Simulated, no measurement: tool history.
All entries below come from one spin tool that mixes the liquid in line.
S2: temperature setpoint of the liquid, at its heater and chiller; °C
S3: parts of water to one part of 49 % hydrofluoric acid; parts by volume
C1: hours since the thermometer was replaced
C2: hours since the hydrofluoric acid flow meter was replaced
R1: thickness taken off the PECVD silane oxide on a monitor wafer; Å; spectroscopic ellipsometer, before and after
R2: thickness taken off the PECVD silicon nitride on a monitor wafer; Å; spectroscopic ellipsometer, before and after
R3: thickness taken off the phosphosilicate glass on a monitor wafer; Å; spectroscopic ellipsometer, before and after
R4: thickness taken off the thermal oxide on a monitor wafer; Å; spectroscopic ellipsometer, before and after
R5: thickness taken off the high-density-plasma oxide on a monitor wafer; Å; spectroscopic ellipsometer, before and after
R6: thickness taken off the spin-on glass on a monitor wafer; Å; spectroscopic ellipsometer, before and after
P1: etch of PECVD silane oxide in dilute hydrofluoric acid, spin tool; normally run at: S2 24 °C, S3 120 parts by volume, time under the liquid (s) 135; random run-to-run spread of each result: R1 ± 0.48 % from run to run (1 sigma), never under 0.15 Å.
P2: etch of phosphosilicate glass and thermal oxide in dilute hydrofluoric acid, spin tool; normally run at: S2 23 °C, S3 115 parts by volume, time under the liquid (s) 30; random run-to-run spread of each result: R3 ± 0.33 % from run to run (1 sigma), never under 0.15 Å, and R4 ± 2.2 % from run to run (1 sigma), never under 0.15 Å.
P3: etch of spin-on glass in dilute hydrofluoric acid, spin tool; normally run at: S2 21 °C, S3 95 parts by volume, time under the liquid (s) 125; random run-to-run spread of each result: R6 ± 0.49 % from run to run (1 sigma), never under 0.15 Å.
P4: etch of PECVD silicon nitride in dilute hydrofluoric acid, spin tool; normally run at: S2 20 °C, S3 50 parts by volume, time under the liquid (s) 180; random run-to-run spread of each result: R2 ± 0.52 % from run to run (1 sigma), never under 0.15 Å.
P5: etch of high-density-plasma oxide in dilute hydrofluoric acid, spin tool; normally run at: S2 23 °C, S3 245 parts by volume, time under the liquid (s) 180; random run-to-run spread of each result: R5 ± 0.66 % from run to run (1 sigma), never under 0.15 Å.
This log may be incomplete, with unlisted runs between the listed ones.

{"run": 1, "hour": 10.0, "process that ran": "P1", "S2": 24, "S3": 120, "time under the liquid (s)": 135, "C1": 1638.4, "C2": 1014.3, "R1": 325.02}
{"run": 2, "hour": 16.5, "process that ran": "P4", "S2": 20, "S3": 50, "time under the liquid (s)": 180, "C1": 1644.9, "C2": 1020.8, "R2": 45.921}
{"run": 3, "hour": 25.0, "process that ran": "P1", "S2": 24, "S3": 120, "time under the liquid (s)": 25, "C1": 1653.4, "C2": 1029.3, "R1": 59.984}
{"run": 4, "hour": 31.4, "process that ran": "P2", "S2": 29, "S3": 115, "time under the liquid (s)": 30, "C1": 1659.8, "C2": 1035.7, "R3": 515.79, "R4": 14.086}
{"run": 5, "hour": 38.0, "process that ran": "P1", "S2": 24, "S3": 20, "time under the liquid (s)": 135, "C1": 1666.4, "C2": 1042.3, "R1": 2218.4}
{"run": 6, "hour": 44.1, "process that ran": "P1", "S2": 24, "S3": 205, "time under the liquid (s)": 135, "C1": 1672.5, "C2": 1048.4, "R1": 171.93}
{"run": 7, "hour": 52.6, "process that ran": "P5", "S2": 23, "S3": 245, "time under the liquid (s)": 180, "C1": 1681, "C2": 1056.9, "R5": 45.557}
{"run": 8, "hour": 61.6, "process that ran": "P1", "S2": 17, "S3": 120, "time under the liquid (s)": 135, "C1": 1690, "C2": 1065.9, "R1": 244.94}
{"run": 9, "hour": 67.4, "process that ran": "P4", "S2": 20, "S3": 50, "time under the liquid (s)": 295, "C1": 1695.8, "C2": 1071.7, "R2": 75.088}
{"run": 10, "hour": 74.2, "process that ran": "P2", "S2": 23, "S3": 115, "time under the liquid (s)": 50, "C1": 1702.6, "C2": 1078.5, "R3": 683.29, "R4": 19.308}
{"run": 11, "hour": 81.3, "process that ran": "P3", "S2": 21, "S3": 95, "time under the liquid (s)": 125, "C1": 1709.7, "C2": 1085.6, "R6": 591.05}
{"run": 12, "hour": 85.7, "process that ran": "P1", "S2": 24, "S3": 120, "time under the liquid (s)": 135, "C1": 1714.1, "C2": 1090, "R1": 327.16}
{"run": 13, "hour": 93.4, "process that ran": "P3", "S2": 21, "S3": 45, "time under the liquid (s)": 125, "C1": 1721.8, "C2": 1097.7, "R6": 1317.4}
{"run": 14, "hour": 97.7, "process that ran": "P2", "S2": 23, "S3": 115, "time under the liquid (s)": 30, "C1": 1726.1, "C2": 1102, "R3": 406.59, "R4": 10.889}
{"run": 15, "hour": 102.9, "process that ran": "P5", "S2": 17, "S3": 245, "time under the liquid (s)": 180, "C1": 1731.3, "C2": 1107.2, "R5": 35.824}
{"run": 16, "hour": 109.5, "process that ran": "P1", "S2": 24, "S3": 120, "time under the liquid (s)": 270, "C1": 1737.9, "C2": 1113.8, "R1": 650.79}
{"run": 17, "hour": 114.4, "process that ran": "P3", "S2": 21, "S3": 95, "time under the liquid (s)": 125, "C1": 1742.8, "C2": 1118.7, "R6": 596.14}
{"run": 18, "hour": 121.0, "process that ran": "P4", "S2": 27.5, "S3": 50, "time under the liquid (s)": 180, "C1": 1749.4, "C2": 1125.3, "R2": 75.509}
{"run": 19, "hour": 126.2, "process that ran": "P1", "S2": 24, "S3": 120, "time under the liquid (s)": 135, "C1": 1754.6, "C2": 1130.5, "R1": 324.49}
{"run": 20, "hour": 132.2, "process that ran": "P1", "S2": 24, "S3": 120, "time under the liquid (s)": 135, "C1": 1760.6, "C2": 1136.5, "R1": 323.08}
{"run": 21, "hour": 140.4, "process that ran": "P5", "S2": 23, "S3": 60, "time under the liquid (s)": 180, "C1": 1768.8, "C2": 1144.7, "R5": 224.99}
{"run": 22, "hour": 148.5, "process that ran": "P2", "S2": 23, "S3": 185, "time under the liquid (s)": 30, "C1": 1776.9, "C2": 1152.8, "R3": 236.8, "R4": 6.6049}
{"run": 23, "hour": 158.4, "process that ran": "P1", "S2": 30.5, "S3": 120, "time under the liquid (s)": 135, "C1": 1786.8, "C2": 1162.7, "R1": 416.75}
{"run": 24, "hour": 166.1, "process that ran": "P1", "S2": 28.5, "S3": 190, "time under the liquid (s)": 135, "C1": 1794.5, "C2": 1170.4, "R1": 223.71}
{"run": 25, "hour": 170.4, "process that ran": "P1", "S2": 24, "S3": 120, "time under the liquid (s)": 135, "C1": 1798.8, "C2": 1174.7, "R1": 324.97}
{"run": 26, "hour": 179.9, "process that ran": "P3", "S2": 17, "S3": 95, "time under the liquid (s)": 125, "C1": 1808.3, "C2": 1184.2, "R6": 495.95}
{"run": 27, "hour": 187.1, "process that ran": "P2", "S2": 23, "S3": 115, "time under the liquid (s)": 30, "C1": 1815.5, "C2": 1191.4, "R3": 409.15, "R4": 11.247}
{"run": 28, "hour": 194.2, "process that ran": "P4", "S2": 20, "S3": 80, "time under the liquid (s)": 180, "C1": 1822.6, "C2": 1198.5, "R2": 28.836}
{"run": 29, "hour": 200.8, "process that ran": "P5", "S2": 23, "S3": 245, "time under the liquid (s)": 25, "C1": 1829.2, "C2": 1205.1, "R5": 6.2226}
{"run": 30, "hour": 207.7, "process that ran": "P1", "S2": 24, "S3": 120, "time under the liquid (s)": 135, "C1": 1836.1, "C2": 1212, "R1": 325.58}
{"run": 31, "hour": 217.4, "process that ran": "P3", "S2": 21, "S3": 95, "time under the liquid (s)": 190, "C1": 1845.8, "C2": 1221.7, "R6": 897.82}
{"run": 32, "hour": 227.0, "process that ran": "P1", "S2": 24, "S3": 120, "time under the liquid (s)": 135, "C1": 1855.4, "C2": 1231.3, "R1": 325.3}
{"run": 33, "hour": 231.7, "process that ran": "P1", "S2": 24, "S3": 120, "time under the liquid (s)": 135, "C1": 1860.1, "C2": 1236, "R1": 314.73}
{"run": 34, "hour": 239.5, "process that ran": "P1", "S2": 24, "S3": 120, "time under the liquid (s)": 135, "C1": 1867.9, "C2": 1243.8, "R1": 308.9}
{"run": 35, "hour": 247.2, "process that ran": "P1", "S2": 24, "S3": 120, "time under the liquid (s)": 135, "C1": 1875.6, "C2": 1251.5, "R1": 303.6}
{"run": 36, "hour": 251.6, "process that ran": "P1", "S2": 24, "S3": 120, "time under the liquid (s)": 135, "C1": 1880, "C2": 1255.9, "R1": 299.7}
{"run": 37, "hour": 258.5, "process that ran": "P1", "S2": 24, "S3": 120, "time under the liquid (s)": 135, "C1": 1886.9, "C2": 1262.8, "R1": 299.51}
{"run": 38, "hour": 264.0, "process that ran": "P1", "S2": 24, "S3": 120, "time under the liquid (s)": 135, "C1": 1892.4, "C2": 1268.3, "R1": 297.76}
{"run": 39, "hour": 271.4, "process that ran": "P1", "S2": 24, "S3": 120, "time under the liquid (s)": 135, "C1": 1899.8, "C2": 1275.7, "R1": 294.1}
{"run": 40, "hour": 280.2, "process that ran": "P1", "S2": 24, "S3": 120, "time under the liquid (s)": 135, "C1": 1908.6, "C2": 1284.5, "R1": 297.61}
{"run": 41, "hour": 286.8, "process that ran": "P1", "S2": 24, "S3": 120, "time under the liquid (s)": 135, "C1": 1915.2, "C2": 1291.1, "R1": 294.53}
{"run": 42, "hour": 293.4, "process that ran": "P1", "S2": 24, "S3": 120, "time under the liquid (s)": 135, "C1": 1921.8, "C2": 1297.7, "R1": 294.03}
{"run": 43, "hour": 298.7, "process that ran": "P1", "S2": 24, "S3": 120, "time under the liquid (s)": 135, "C1": 1927.1, "C2": 1303, "R1": 296.06}

Something has made what P1 gives creep away from where it was; the 2 causes below, each at its own stated size, fit the log equally well:
A: hydrofluoric acid flow below the setpoint (%) = 7.99
B: liquid colder than its thermometer reads (K) = 2.42
Onset of the creep was near hour 227.

Question marks stand in for the results of the 4 check runs listed below, each run on one wafer. Under which run would the listed causes show clearly different results?
{"run": "check 1", "hour": 304.0, "process that ran": "P5", "S2": 23, "S3": 245, "time under the liquid (s)": 180, "R5": "?"}
{"run": "check 2", "hour": 304.0, "process that ran": "P3", "S2": 21, "S3": 95, "time under the liquid (s)": 125, "R6": "?"}
{"run": "check 3", "hour": 304.0, "process that ran": "P4", "S2": 20, "S3": 50, "time under the liquid (s)": 180, "R2": "?"}
{"run": "check 4", "hour": 304.0, "process that ran": "P2", "S2": 23, "S3": 115, "time under the liquid (s)": 30, "R3": "?", "R4": "?"}

Expected result of each check under each candidate cause:
check=check_1 result=R5 if_A=40.58 if_B=41.202
check=check_2 result=R6 if_A=535.9 if_B=532.06
check=check_3 result=R2 if_A=42.342 if_B=38.748
check=check_4 result=R3 if_A=371.58 if_B=370.88
check=check_4 result=R4 if_A=10.078 if_B=10.059
Per check, the gap between the least separated pair of causes, taken in the result that splits them most: check 1 1.52 %; check 2 0.72 %; check 3 8.87 %; check 4 0.19 %
The other checks would show nearly matching results whichever cause is true, so check 3 is the only one that separates the causes.

Check 3 has now been run. It gave: R2 42.117 Å. Which of the candidate causes is it?

It was cause A: hydrofluoric acid flow below the setpoint (%).
